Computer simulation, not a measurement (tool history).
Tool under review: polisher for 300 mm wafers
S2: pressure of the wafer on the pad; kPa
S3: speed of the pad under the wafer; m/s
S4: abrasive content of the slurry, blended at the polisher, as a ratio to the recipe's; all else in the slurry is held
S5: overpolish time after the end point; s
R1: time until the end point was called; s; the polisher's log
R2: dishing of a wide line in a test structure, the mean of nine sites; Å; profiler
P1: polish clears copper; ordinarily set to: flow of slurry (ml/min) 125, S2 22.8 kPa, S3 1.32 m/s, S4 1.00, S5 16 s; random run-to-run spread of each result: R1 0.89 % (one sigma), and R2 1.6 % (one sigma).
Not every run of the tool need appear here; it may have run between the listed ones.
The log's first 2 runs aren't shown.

{"run": 3, "hour": 11.8, "flow of slurry (ml/min)": 125, "S2": 22.8, "S3": 1.32, "S4": 1.0, "S5": 16, "R1": 113.29, "R2": 521.55}
{"run": 4, "hour": 14.5, "flow of slurry (ml/min)": 125, "S2": 35.9, "S3": 1.32, "S4": 1.0, "S5": 16, "R1": 73.687, "R2": 760.82}
{"run": 5, "hour": 18.0, "flow of slurry (ml/min)": 75, "S2": 22.8, "S3": 1.32, "S4": 1.0, "S5": 16, "R1": 130.25, "R2": 460.81}
{"run": 6, "hour": 20.7, "flow of slurry (ml/min)": 125, "S2": 22.8, "S3": 1.32, "S4": 1.0, "S5": 16, "R1": 115.36, "R2": 525.93}
{"run": 7, "hour": 24.7, "flow of slurry (ml/min)": 185, "S2": 22.8, "S3": 1.32, "S4": 1.0, "S5": 16, "R1": 106.17, "R2": 558.29}
{"run": 8, "hour": 27.3, "flow of slurry (ml/min)": 125, "S2": 22.8, "S3": 1.32, "S4": 1.0, "S5": 5, "R1": 113.15, "R2": 194.41}
{"run": 9, "hour": 30.2, "flow of slurry (ml/min)": 125, "S2": 22.8, "S3": 1.78, "S4": 1.0, "S5": 28, "R1": 84.623, "R2": 896.35}
{"run": 10, "hour": 34.4, "flow of slurry (ml/min)": 125, "S2": 22.8, "S3": 1.32, "S4": 1.0, "S5": 16, "R1": 114.36, "R2": 520.87}
{"run": 11, "hour": 38.5, "flow of slurry (ml/min)": 125, "S2": 22.8, "S3": 1.32, "S4": 1.0, "S5": 26, "R1": 114.01, "R2": 725.04}
{"run": 12, "hour": 40.6, "flow of slurry (ml/min)": 125, "S2": 22.8, "S3": 0.62, "S4": 1.0, "S5": 16, "R1": 245.5, "R2": 277.08}
{"run": 13, "hour": 44.6, "flow of slurry (ml/min)": 125, "S2": 22.8, "S3": 1.32, "S4": 0.65, "S5": 16, "R1": 123.77, "R2": 481.46}
{"hour": 45.4, "done": "slurry blender recalibrated"}
{"run": 14, "hour": 47.1, "flow of slurry (ml/min)": 125, "S2": 22.8, "S3": 1.32, "S4": 1.0, "S5": 16, "R1": 114.85, "R2": 513.14}
{"run": 15, "hour": 50.2, "flow of slurry (ml/min)": 125, "S2": 22.8, "S3": 1.32, "S4": 1.2, "S5": 16, "R1": 109.57, "R2": 530.35}
{"run": 16, "hour": 53.7, "flow of slurry (ml/min)": 125, "S2": 11.7, "S3": 1.32, "S4": 1.0, "S5": 16, "R1": 220.73, "R2": 286.74}
{"run": 17, "hour": 56.1, "flow of slurry (ml/min)": 125, "S2": 22.8, "S3": 2.02, "S4": 1.0, "S5": 16, "R1": 74.828, "R2": 698.2}
{"run": 18, "hour": 59.3, "flow of slurry (ml/min)": 125, "S2": 22.8, "S3": 1.32, "S4": 1.0, "S5": 16, "R1": 113.38, "R2": 520.38}
{"run": 19, "hour": 63.6, "flow of slurry (ml/min)": 125, "S2": 22.8, "S3": 1.32, "S4": 1.0, "S5": 16, "R1": 114.34, "R2": 528.62}
{"run": 20, "hour": 65.7, "flow of slurry (ml/min)": 125, "S2": 22.8, "S3": 1.32, "S4": 1.0, "S5": 16, "R1": 116.72, "R2": 510.86}
{"run": 21, "hour": 69.1, "flow of slurry (ml/min)": 125, "S2": 22.8, "S3": 1.32, "S4": 1.0, "S5": 16, "R1": 118.86, "R2": 509.54}
{"run": 22, "hour": 73.5, "flow of slurry (ml/min)": 125, "S2": 22.8, "S3": 1.32, "S4": 1.0, "S5": 16, "R1": 121.43, "R2": 498.51}
{"run": 23, "hour": 76.9, "flow of slurry (ml/min)": 125, "S2": 22.8, "S3": 1.32, "S4": 1.0, "S5": 16, "R1": 124.5, "R2": 475.31}
{"run": 24, "hour": 81.2, "flow of slurry (ml/min)": 125, "S2": 22.8, "S3": 1.32, "S4": 1.0, "S5": 16, "R1": 122.74, "R2": 473.66}
{"hour": 82.4, "done": "head pressure recalibrated"}
{"run": 25, "hour": 84.9, "flow of slurry (ml/min)": 125, "S2": 22.8, "S3": 1.32, "S4": 1.0, "S5": 16, "R1": 124.08, "R2": 479.88}

What will run 26 give?
{"hour": 85.7, "done": "slurry blender recalibrated"}
{"run": 26, "hour": 87.8, "flow of slurry (ml/min)": 125, "S2": 22.8, "S3": 1.32, "S4": 1.0, "S5": 16, "R1": "?", "R2": "?"}

R1: 124.430 s
R2: 472.81 Å
